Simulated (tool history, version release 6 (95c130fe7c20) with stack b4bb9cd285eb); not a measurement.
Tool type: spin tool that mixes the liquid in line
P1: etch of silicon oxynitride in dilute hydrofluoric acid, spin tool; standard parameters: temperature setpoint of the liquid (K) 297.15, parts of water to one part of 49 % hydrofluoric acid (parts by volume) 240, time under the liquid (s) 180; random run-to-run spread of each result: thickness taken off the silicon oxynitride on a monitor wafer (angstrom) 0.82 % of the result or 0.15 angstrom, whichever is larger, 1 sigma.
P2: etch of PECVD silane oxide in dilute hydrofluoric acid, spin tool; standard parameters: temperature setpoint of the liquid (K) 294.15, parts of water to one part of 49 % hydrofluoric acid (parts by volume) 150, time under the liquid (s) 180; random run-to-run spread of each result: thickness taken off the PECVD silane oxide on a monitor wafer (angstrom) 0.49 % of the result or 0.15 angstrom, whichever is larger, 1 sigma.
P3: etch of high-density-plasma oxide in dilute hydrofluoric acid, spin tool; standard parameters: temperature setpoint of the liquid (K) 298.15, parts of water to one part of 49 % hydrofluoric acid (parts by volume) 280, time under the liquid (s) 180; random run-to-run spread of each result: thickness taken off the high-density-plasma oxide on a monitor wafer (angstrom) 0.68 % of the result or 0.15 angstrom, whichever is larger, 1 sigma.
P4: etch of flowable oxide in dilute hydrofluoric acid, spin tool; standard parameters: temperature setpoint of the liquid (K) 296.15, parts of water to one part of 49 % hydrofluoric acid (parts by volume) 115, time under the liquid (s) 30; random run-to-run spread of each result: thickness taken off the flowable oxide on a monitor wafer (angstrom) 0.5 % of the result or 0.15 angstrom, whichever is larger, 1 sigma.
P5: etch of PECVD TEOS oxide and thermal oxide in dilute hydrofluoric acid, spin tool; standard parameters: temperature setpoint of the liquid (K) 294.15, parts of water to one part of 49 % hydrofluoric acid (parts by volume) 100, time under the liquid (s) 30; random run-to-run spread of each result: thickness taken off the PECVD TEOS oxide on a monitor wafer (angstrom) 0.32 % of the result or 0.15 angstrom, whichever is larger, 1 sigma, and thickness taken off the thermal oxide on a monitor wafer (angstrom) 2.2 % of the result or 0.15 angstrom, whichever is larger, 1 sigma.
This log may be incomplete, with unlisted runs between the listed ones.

| run | day | process that ran | temperature setpoint of the liquid (K) | parts of water to one part of 49 % hydrofluoric acid (parts by volume) | time under the liquid (s) | hours since the thermometer was replaced | hours since the hydrofluoric acid flow meter was replaced | thickness taken off the silicon oxynitride on a monitor wafer (angstrom) | thickness taken off the PECVD silane oxide on a monitor wafer (angstrom) | thickness taken off the flowable oxide on a monitor wafer (angstrom) | thickness taken off the high-density-plasma oxide on a monitor wafer (angstrom) | thickness taken off the PECVD TEOS oxide on a monitor wafer (angstrom) | thickness taken off the thermal oxide on a monitor wafer (angstrom) |
|---|---|---|---|---|---|---|---|---|---|---|---|---|---|
| 1 | 0.146 | P1 | 297.15 | 240 | 180 | 946.4 | 762.5 | 32.498 |  |  |  |  |  |
| 2 | 0.279 | P1 | 297.15 | 425 | 260 | 949.6 | 765.7 | 23.378 |  |  |  |  |  |
| 3 | 0.421 | P2 | 294.15 | 25 | 180 | 953 | 769.1 |  | 1658.4 |  |  |  |  |
| 4 | 0.529 | P1 | 297.15 | 240 | 180 | 955.6 | 771.7 | 31.499 |  |  |  |  |  |
| 5 | 0.654 | P4 | 296.15 | 115 | 30 | 958.6 | 774.7 |  |  | 101.11 |  |  |  |
| 6 | 0.758 | P4 | 296.15 | 115 | 30 | 961.1 | 777.2 |  |  | 100.33 |  |  |  |
| 7 | 0.842 | P1 | 297.15 | 240 | 65 | 963.1 | 779.2 | 11.813 |  |  |  |  |  |
| 8 | 1 | P1 | 297.15 | 240 | 180 | 966.9 | 783 | 32.45 |  |  |  |  |  |
| 9 | 1.162 | P1 | 297.15 | 240 | 180 | 970.8 | 786.9 | 32.405 |  |  |  |  |  |
| 10 | 1.267 | P4 | 290.15 | 115 | 30 | 973.3 | 789.4 |  |  | 78.768 |  |  |  |
| 11 | 1.383 | P3 | 298.15 | 75 | 180 | 976.1 | 792.2 |  |  |  | 167.57 |  |  |
| 12 | 1.546 | P3 | 298.15 | 280 | 180 | 980 | 796.1 |  |  |  | 35.953 |  |  |
| 13 | 1.671 | P2 | 294.15 | 150 | 340 | 983 | 799.1 |  | 450.22 |  |  |  |  |
| 14 | 1.804 | P2 | 302.15 | 150 | 180 | 986.2 | 802.3 |  | 325.55 |  |  |  |  |
| 15 | 1.946 | P1 | 297.15 | 240 | 180 | 989.6 | 805.7 | 31.848 |  |  |  |  |  |
| 16 | 2.092 | P1 | 297.15 | 240 | 180 | 993.1 | 809.2 | 32.225 |  |  |  |  |  |
| 17 | 2.217 | P1 | 297.15 | 400 | 55 | 996.1 | 812.2 | 5.3237 |  |  |  |  |  |
| 18 | 2.358 | P1 | 303.15 | 240 | 180 | 999.5 | 815.6 | 41.052 |  |  |  |  |  |
| 19 | 2.467 | P1 | 297.15 | 240 | 180 | 1002.1 | 818.2 | 32.151 |  |  |  |  |  |
| 20 | 2.562 | P4 | 296.15 | 20 | 30 | 1004.4 | 820.5 |  |  | 655.73 |  |  |  |
|  | 2.612 | hydrofluoric acid flow meter replaced |
| 21 | 2.696 | P1 | 290.15 | 240 | 180 | 1007.6 | 2 | 23.615 |  |  |  |  |  |
| 22 | 2.846 | P1 | 297.15 | 385 | 180 | 1011.2 | 5.6 | 18.592 |  |  |  |  |  |
| 23 | 2.938 | P1 | 297.15 | 110 | 180 | 1013.4 | 7.8 | 77.451 |  |  |  |  |  |
| 24 | 3.083 | P4 | 296.15 | 115 | 15 | 1016.9 | 11.3 |  |  | 50.377 |  |  |  |
| 25 | 3.217 | P3 | 298.15 | 280 | 180 | 1020.1 | 14.5 |  |  |  | 34.836 |  |  |
| 26 | 3.342 | P5 | 294.15 | 170 | 30 | 1023.1 | 17.5 |  |  |  |  | 39.666 | 7.0538 |
| 27 | 3.479 | P5 | 300.65 | 100 | 30 | 1026.4 | 20.8 |  |  |  |  | 93.53 | 16.249 |
| 28 | 3.646 | P2 | 294.15 | 150 | 180 | 1030.4 | 24.8 |  | 238.82 |  |  |  |  |
| 29 | 3.788 | P5 | 294.15 | 100 | 15 | 1033.8 | 28.2 |  |  |  |  | 36.147 | 6.2842 |
| 30 | 3.933 | P1 | 304.65 | 425 | 180 | 1037.3 | 31.7 | 21.26 |  |  |  |  |  |
| 31 | 4.008 | P3 | 305.65 | 280 | 180 | 1039.1 | 33.5 |  |  |  | 44.761 |  |  |
| 32 | 4.162 | P5 | 294.15 | 100 | 30 | 1042.8 | 37.2 |  |  |  |  | 72.395 | 12.677 |
| 33 | 4.304 | P1 | 297.15 | 240 | 320 | 1046.2 | 40.6 | 57.241 |  |  |  |  |  |
| 34 | 4.438 | P5 | 294.15 | 100 | 30 | 1049.4 | 43.8 |  |  |  |  | 72.748 | 11.888 |
| 35 | 4.517 | P3 | 298.15 | 280 | 350 | 1051.3 | 45.7 |  |  |  | 69.492 |  |  |
| 36 | 4.625 | P1 | 297.15 | 240 | 180 | 1053.9 | 48.3 | 31.99 |  |  |  |  |  |
| 37 | 4.708 | P1 | 297.15 | 240 | 180 | 1055.9 | 50.3 | 31.937 |  |  |  |  |  |
| 38 | 4.883 | P1 | 297.15 | 240 | 180 | 1060.1 | 54.5 | 30.367 |  |  |  |  |  |
| 39 | 5.042 | P1 | 297.15 | 240 | 180 | 1063.9 | 58.3 | 30.518 |  |  |  |  |  |
| 40 | 5.196 | P1 | 297.15 | 240 | 180 | 1067.6 | 62 | 30.165 |  |  |  |  |  |
| 41 | 5.371 | P1 | 297.15 | 240 | 180 | 1071.8 | 66.2 | 30.303 |  |  |  |  |  |
| 42 | 5.525 | P1 | 297.15 | 240 | 180 | 1075.5 | 69.9 | 29.853 |  |  |  |  |  |

The output of P1 has drifted from where it used to be. Each of the 2 causes below, taken at the size shown beside it, accounts for the log equally well:
A: liquid colder than its thermometer reads (K) = 1.76
B: hydrofluoric acid flow below the setpoint (%) = 6.34
The process output started creeping at around day 4.625.

Each of the check runs listed below is run on 3 wafers and reports their average, with the results left as question marks. Pick the one under which the possible causes would lead to clearly different results.
| check 1 | 5.679 | P3 | 304.65 | 280 | 340 |  |  |  |  |  | ? |  |  |
| check 2 | 5.679 | P4 | 290.15 | 115 | 15 |  |  |  |  | ? |  |  |  |
| check 3 | 5.679 | P5 | 299.15 | 100 | 30 |  |  |  |  |  |  | ? | ? |
| check 4 | 5.679 | P2 | 294.15 | 70 | 335 |  |  |  | ? |  |  |  |  |

Predicted outcomes, by check and by cause:
| check | result | if A | if B |
|---|---|---|---|
| check 1 | thickness taken off the high-density-plasma oxide on a monitor wafer (angstrom) | 78.471 | 76.139 |
| check 2 | thickness taken off the flowable oxide on a monitor wafer (angstrom) | 36.646 | 36.678 |
| check 3 | thickness taken off the PECVD TEOS oxide on a monitor wafer (angstrom) | 82.474 | 82.05 |
| check 3 | thickness taken off the thermal oxide on a monitor wafer (angstrom) | 13.983 | 13.911 |
| check 4 | thickness taken off the PECVD silane oxide on a monitor wafer (angstrom) | 967.67 | 970.07 |
How far apart the two closest causes lie, in the result that separates them most: check 1 3.02 %; check 2 0.09 %; check 3 0.52 %; check 4 0.25 %
The causes can be told apart only by check 1. The other checks would give nearly the same results under each of them.

Check 1 was then run and gave: thickness taken off the high-density-plasma oxide on a monitor wafer (angstrom) 78.466. Which cause is it?

It is A: liquid colder than its thermometer reads (K).
